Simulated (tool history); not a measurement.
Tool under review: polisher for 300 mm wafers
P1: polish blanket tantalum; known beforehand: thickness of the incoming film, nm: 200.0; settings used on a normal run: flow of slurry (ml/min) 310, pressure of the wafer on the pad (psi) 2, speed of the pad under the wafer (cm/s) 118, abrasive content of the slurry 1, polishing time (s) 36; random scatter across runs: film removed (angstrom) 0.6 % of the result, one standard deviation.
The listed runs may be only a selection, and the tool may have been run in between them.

run,hour,flow of slurry (ml/min),pressure of the wafer on the pad (psi),speed of the pad under the wafer (cm/s),abrasive content of the slurry,polishing time (s),wafers polished on this pad,hours since the slurry nozzle was cleaned,hours since the head pressure was calibrated,hours since the slurry blender was calibrated,film removed (angstrom)
1,7.1,310,2,118,1,36,876,318.4,535.5,103.5,796.77
2,17.1,310,2,182,1,36,975,328.4,545.5,113.5,1227.2
3,26.7,310,2,118,1,36,1070,338,555.1,123.1,795.76
4,37.6,310,2,118,1,36,1177,348.9,566,134,795.86
5,44,310,2,118,1,52,1241,355.3,572.4,140.4,1156
6,57.4,310,2.9,118,1,18,1373,368.7,585.8,153.8,570.74
# hour 59.7: head pressure recalibrated
7,65.4,200,2,118,1,36,1452,376.7,5.7,161.8,760.11
8,73.2,310,2,118,1,36,1530,384.5,13.5,169.6,802.91
9,83.7,310,2,82,1,36,1633,395,24,180.1,553.84
10,95,310,2,118,1,36,1745,406.3,35.3,191.4,809.11
11,107.5,310,2,118,1.45,36,1869,418.8,47.8,203.9,879.15
12,115.9,310,1.2,78,1,36,1952,427.2,56.2,212.3,313.06
13,121.8,310,2,118,0.55,36,2010,433.1,62.1,218.2,648.24
14,134.6,310,2,118,1,36,2137,445.9,74.9,231,791.6
15,141.4,310,2.7,118,1,36,2204,452.7,81.7,237.8,1076.2
16,151.6,310,2,118,1,20,2305,462.9,91.9,248,440.3
# hour 158.3: worn pad replaced by a new one
17,161.2,310,1.2,118,1,36,28,472.5,101.5,257.6,478.36
18,168.7,400,1.1,118,1,36,103,480,109,265.1,446.12
19,178.1,455,2,118,1,36,195,489.4,118.4,274.5,811.61
20,185.3,310,2,118,1,36,267,496.6,125.6,281.7,782.89
21,193.2,310,2,118,1,36,345,504.5,133.5,289.6,763.32
22,201.6,310,2,118,1,36,428,512.9,141.9,298,740.41
23,213,310,2,118,1,36,541,524.3,153.3,309.4,727.38
# hour 217.7: worn pad replaced by a new one
24,219.3,310,2,118,1,36,15,530.6,159.6,315.7,718.78
25,228.4,310,2,118,1,36,105,539.7,168.7,324.8,705.54
26,239.4,310,2,118,1,36,214,550.7,179.7,335.8,701.49
27,246.7,310,2,118,1,36,286,558,187,343.1,704.3

What P1 gives has crept off from where it sat before. The 2 causes that follow fit the log equally well, each at the size noted:
A: head's pressure below its setpoint, % = 11.5
B: abrasive missing from the slurry, % = 31.3
Onset of the creep was near hour 185.3.
What rules out each remaining cause:
removal rate lost through wear of the pad, %: its service at hour 217.7 followed the start of the drift and did not put the process back to its old value
slurry flow missing at the pad, %: at most 40, giving a -5.5 % change in film removed (angstrom): too small, or against the direction of the creep

Which of the 4 check runs listed below, each an average over 3 wafers with its results shown as question marks, gives clearly different results under the different listed causes?
check 1,254,310,2,118,1,25,,,,,?
check 2,254,310,2,118,1,27,,,,,?
check 3,254,310,1.3,118,1,36,,,,,?
check 4,254,310,2,84,0.75,36,,,,,?

Outcome of each check run for each possible cause:
check,result,if A,if B
check 1,film removed (angstrom),488.8,488.7
check 2,film removed (angstrom),527.9,527.8
check 3,film removed (angstrom),457.52,457.42
check 4,film removed (angstrom),457.49,446.23
Per check, the gap between the least separated pair of causes, taken in the result that splits them most: check 1 0.02 %; check 2 0.02 %; check 3 0.02 %; check 4 2.49 %
Check 4 distinguishes between the causes, while the remaining checks would return nearly the same result for all of them.

Check 4 was then run and gave: film removed (angstrom) 446.34. Which cause is it?

The cause is B: abrasive missing from the slurry, %.
